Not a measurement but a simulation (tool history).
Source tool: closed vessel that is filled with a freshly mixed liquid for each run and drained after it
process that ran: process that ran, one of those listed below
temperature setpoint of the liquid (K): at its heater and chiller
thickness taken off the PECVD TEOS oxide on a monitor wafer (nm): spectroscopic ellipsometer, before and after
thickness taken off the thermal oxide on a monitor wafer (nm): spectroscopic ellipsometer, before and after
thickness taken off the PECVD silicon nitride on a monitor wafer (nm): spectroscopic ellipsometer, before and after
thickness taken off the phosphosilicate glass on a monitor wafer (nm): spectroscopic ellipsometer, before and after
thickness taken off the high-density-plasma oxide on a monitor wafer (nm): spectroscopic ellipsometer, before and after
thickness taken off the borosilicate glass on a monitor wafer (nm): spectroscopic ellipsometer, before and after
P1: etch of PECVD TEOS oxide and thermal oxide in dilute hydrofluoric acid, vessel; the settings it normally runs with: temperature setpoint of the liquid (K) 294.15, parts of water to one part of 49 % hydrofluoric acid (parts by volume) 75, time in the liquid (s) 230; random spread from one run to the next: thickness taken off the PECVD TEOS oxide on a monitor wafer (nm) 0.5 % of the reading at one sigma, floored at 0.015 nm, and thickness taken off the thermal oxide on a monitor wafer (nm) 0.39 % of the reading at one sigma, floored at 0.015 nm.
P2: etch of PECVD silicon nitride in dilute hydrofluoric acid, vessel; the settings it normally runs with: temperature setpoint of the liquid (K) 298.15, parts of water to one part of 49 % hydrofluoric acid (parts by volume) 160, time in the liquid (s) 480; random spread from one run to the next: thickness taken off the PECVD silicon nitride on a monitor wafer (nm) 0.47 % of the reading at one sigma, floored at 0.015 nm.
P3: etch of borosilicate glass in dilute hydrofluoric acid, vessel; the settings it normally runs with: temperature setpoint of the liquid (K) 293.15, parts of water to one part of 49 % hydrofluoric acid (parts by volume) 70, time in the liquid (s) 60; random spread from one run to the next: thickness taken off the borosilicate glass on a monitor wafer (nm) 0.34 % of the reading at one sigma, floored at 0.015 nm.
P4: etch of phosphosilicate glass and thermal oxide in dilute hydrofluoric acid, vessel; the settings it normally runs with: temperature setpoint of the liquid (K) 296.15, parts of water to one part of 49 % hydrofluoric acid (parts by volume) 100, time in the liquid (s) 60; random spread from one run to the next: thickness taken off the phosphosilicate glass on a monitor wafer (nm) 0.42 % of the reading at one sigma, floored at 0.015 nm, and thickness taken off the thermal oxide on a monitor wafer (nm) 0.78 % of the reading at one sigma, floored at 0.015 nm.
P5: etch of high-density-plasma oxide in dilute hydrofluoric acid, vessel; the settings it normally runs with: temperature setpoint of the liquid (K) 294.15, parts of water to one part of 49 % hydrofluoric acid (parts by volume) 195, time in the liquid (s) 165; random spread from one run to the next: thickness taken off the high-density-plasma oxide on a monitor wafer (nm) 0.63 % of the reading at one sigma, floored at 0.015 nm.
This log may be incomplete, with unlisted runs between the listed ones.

| run | day | process that ran | temperature setpoint of the liquid (K) | parts of water to one part of 49 % hydrofluoric acid (parts by volume) | time in the liquid (s) | hours since the thermometer was replaced | hours since the hydrofluoric acid flow meter was replaced | thickness taken off the PECVD TEOS oxide on a monitor wafer (nm) | thickness taken off the thermal oxide on a monitor wafer (nm) | thickness taken off the PECVD silicon nitride on a monitor wafer (nm) | thickness taken off the phosphosilicate glass on a monitor wafer (nm) | thickness taken off the high-density-plasma oxide on a monitor wafer (nm) | thickness taken off the borosilicate glass on a monitor wafer (nm) |
|---|---|---|---|---|---|---|---|---|---|---|---|---|---|
| 1 | 0.333 | P1 | 294.15 | 75 | 230 | 466.9 | 408.5 | 26.9360 | 12.7750 |  |  |  |  |
| 2 | 0.629 | P2 | 298.15 | 160 | 480 | 474.0 | 415.6 |  |  | 5.2559 |  |  |  |
| 3 | 0.904 | P1 | 294.15 | 75 | 50 | 480.6 | 422.2 | 5.8643 | 2.7742 |  |  |  |  |
| 4 | 1.133 | P1 | 294.15 | 75 | 230 | 486.1 | 427.7 | 27.1430 | 12.7730 |  |  |  |  |
|  | 1.196 | thermometer replaced |
|  | 1.425 | hydrofluoric acid flow meter replaced |
| 5 | 1.488 | P1 | 290.15 | 75 | 230 | 7.1 | 1.5 | 22.8340 | 10.7940 |  |  |  |  |
| 6 | 1.712 | P1 | 294.15 | 75 | 230 | 12.5 | 6.9 | 27.0720 | 12.8250 |  |  |  |  |
| 7 | 2.050 | P1 | 300.15 | 75 | 430 | 20.6 | 15.0 | 64.9460 | 30.4850 |  |  |  |  |
| 8 | 2.217 | P4 | 296.15 | 55 | 60 | 24.6 | 19.0 |  | 5.3403 |  | 79.273 |  |  |
| 9 | 2.504 | P2 | 298.15 | 70 | 480 | 31.5 | 25.9 |  |  | 12.1140 |  |  |  |
| 10 | 2.750 | P1 | 294.15 | 75 | 395 | 37.4 | 31.8 | 46.7740 | 21.9660 |  |  |  |  |
| 11 | 3.100 | P4 | 292.15 | 100 | 60 | 45.8 | 40.2 |  | 2.4022 |  | 35.000 |  |  |
| 12 | 3.454 | P5 | 294.15 | 90 | 165 | 54.3 | 48.7 |  |  |  |  | 10.7590 |  |
| 13 | 3.692 | P1 | 294.15 | 75 | 230 | 60.0 | 54.4 | 27.0630 | 12.7690 |  |  |  |  |
| 14 | 3.967 | P4 | 296.15 | 100 | 60 | 66.6 | 61.0 |  | 2.8483 |  | 41.062 |  |  |
| 15 | 4.225 | P1 | 294.15 | 120 | 230 | 72.8 | 67.2 | 15.8850 | 7.5501 |  |  |  |  |
| 16 | 4.404 | P3 | 293.15 | 70 | 30 | 77.1 | 71.5 |  |  |  |  |  | 13.283 |
| 17 | 4.662 | P1 | 294.15 | 20 | 230 | 83.3 | 77.7 | 108.4100 | 51.2520 |  |  |  |  |
| 18 | 4.929 | P1 | 300.15 | 25 | 230 | 89.7 | 84.1 | 109.7900 | 52.4410 |  |  |  |  |
| 19 | 5.183 | P3 | 293.15 | 125 | 60 | 95.8 | 90.2 |  |  |  |  |  | 14.004 |
| 20 | 5.475 | P1 | 294.15 | 75 | 230 | 102.8 | 97.2 | 27.0990 | 12.7920 |  |  |  |  |
| 21 | 5.771 | P5 | 290.15 | 195 | 165 | 109.9 | 104.3 |  |  |  |  | 3.7776 |  |
| 22 | 6.017 | P4 | 296.15 | 100 | 60 | 115.8 | 110.2 |  | 2.7993 |  | 41.100 |  |  |
| 23 | 6.300 | P5 | 294.15 | 195 | 260 | 122.6 | 117.0 |  |  |  |  | 7.0220 |  |
| 24 | 6.471 | P1 | 294.15 | 75 | 230 | 126.7 | 121.1 | 26.9250 | 12.8570 |  |  |  |  |

Expected results for the next run?
| 25 | 6.675 | P5 | 294.15 | 195 | 165 | 131.6 | 126.0 |  |  |  |  | ? |  |

thickness taken off the high-density-plasma oxide on a monitor wafer (nm): 4.4160
